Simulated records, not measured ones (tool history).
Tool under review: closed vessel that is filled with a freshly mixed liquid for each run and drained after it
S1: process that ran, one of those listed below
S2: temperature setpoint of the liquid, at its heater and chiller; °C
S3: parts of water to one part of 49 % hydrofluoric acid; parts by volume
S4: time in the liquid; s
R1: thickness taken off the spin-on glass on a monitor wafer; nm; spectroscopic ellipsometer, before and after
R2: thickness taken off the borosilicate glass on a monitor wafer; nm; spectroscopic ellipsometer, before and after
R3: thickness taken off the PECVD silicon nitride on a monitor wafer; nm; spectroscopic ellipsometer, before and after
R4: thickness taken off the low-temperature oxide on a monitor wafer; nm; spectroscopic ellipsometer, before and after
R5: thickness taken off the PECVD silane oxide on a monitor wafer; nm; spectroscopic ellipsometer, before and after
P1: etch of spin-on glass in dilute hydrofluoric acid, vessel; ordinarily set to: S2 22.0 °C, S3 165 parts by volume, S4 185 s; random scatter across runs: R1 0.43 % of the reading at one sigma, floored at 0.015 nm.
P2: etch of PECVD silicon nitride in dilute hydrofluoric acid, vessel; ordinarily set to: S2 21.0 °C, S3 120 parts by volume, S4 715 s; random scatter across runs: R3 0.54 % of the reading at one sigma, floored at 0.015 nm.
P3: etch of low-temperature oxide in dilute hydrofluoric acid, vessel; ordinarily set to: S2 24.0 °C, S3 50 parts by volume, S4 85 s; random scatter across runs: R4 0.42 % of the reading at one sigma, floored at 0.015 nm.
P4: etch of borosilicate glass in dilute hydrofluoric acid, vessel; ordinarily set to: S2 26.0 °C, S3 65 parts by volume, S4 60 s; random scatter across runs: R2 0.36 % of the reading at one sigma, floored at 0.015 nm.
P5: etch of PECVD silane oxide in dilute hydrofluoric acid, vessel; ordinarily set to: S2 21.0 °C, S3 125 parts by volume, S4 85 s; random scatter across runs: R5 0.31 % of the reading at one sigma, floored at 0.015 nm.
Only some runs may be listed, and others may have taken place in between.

run,hour,S1,S2,S3,S4,R1,R2,R3,R4,R5
1,7.8,P1,22.0,165,185,32.083,,,,
2,16.8,P4,26.0,35,60,,69.026,,,
3,28.7,P1,22.0,165,95,16.369,,,,
4,39.9,P1,17.0,95,185,48.995,,,,
5,54.9,P2,21.0,120,1070,,,20.197,,
6,66.6,P4,18.0,65,60,,25.636,,,
7,76.9,P1,22.0,165,185,31.885,,,,
8,88.7,P3,24.0,50,145,,,,77.611,
9,97.4,P3,24.0,50,85,,,,45.331,
10,104.6,P3,24.0,90,85,,,,23.890,
11,114.1,P2,21.0,55,715,,,29.313,,
12,125.4,P5,21.0,210,85,,,,,5.7293
13,139.7,P1,22.0,165,185,31.919,,,,
14,153.3,P1,22.0,85,185,67.728,,,,
15,164.6,P4,26.0,65,60,,35.417,,,
16,179.4,P1,28.0,165,185,39.905,,,,
17,193.9,P4,26.0,65,90,,53.497,,,
18,207.0,P3,17.5,50,85,,,,34.357,
19,216.6,P5,21.0,125,40,,,,,4.9470
20,224.6,P1,22.0,275,185,17.097,,,,
21,237.9,P1,22.0,165,185,31.757,,,,
22,249.6,P4,26.0,65,60,,35.611,,,
23,265.7,P5,27.5,125,85,,,,,13.4570
24,274.2,P1,22.0,165,185,32.059,,,,
# hour 277.0: hydrofluoric acid flow meter replaced
25,286.1,P2,17.0,120,715,,,10.361,,
26,296.7,P1,17.0,165,185,26.211,,,,
27,304.3,P2,21.0,120,715,,,13.780,,
28,319.0,P1,22.0,165,290,49.513,,,,
29,330.9,P1,22.0,45,340,247.940,,,,
30,340.8,P5,21.0,125,85,,,,,10.5190
31,348.4,P1,22.0,165,185,32.155,,,,
32,359.5,P1,22.0,165,185,31.859,,,,
33,369.4,P1,22.0,165,185,32.409,,,,
34,378.3,P1,22.0,165,185,32.744,,,,
35,393.8,P1,22.0,165,185,33.356,,,,
36,408.4,P1,22.0,165,185,33.145,,,,
37,423.0,P1,22.0,165,185,33.546,,,,
38,435.4,P1,22.0,165,185,33.645,,,,
39,450.4,P1,22.0,165,185,33.716,,,,
40,464.4,P1,22.0,165,185,33.943,,,,
41,472.4,P1,22.0,165,185,33.776,,,,

What P1 gives has crept away from where it was. These 2 causes fit the log equally well, each at the size given:
A: hydrofluoric acid flow above the setpoint (%) = 4.85
B: liquid hotter than its thermometer reads (K) = 1.46
The creep began at about hour 359.5.

Each of the 4 check runs below uses one wafer; its results are left as question marks. Which run tells the causes apart?
check 1,480.4,P2,21.0,120,715,,,?,,
check 2,480.4,P5,21.0,125,85,,,,,?
check 3,480.4,P3,24.0,50,85,,,,?,
check 4,480.4,P4,26.0,65,60,,?,,,

Predicted outcomes, by check and by cause:
check,result,if A,if B
check 1,R3,14.275,15.020
check 2,R5,11.0760,11.1240
check 3,R4,47.551,47.999
check 4,R2,37.471,37.716
Per-check spread between the two closest causes, in the result where they differ most: check 1 5.09 %; check 2 0.43 %; check 3 0.94 %; check 4 0.65 %
Check 1 distinguishes between the causes, while the remaining checks would return nearly the same result for all of them.

Then check 1 was run and gave: R3 15.058 nm. Which cause is it?

It was cause B: liquid hotter than its thermometer reads (K).
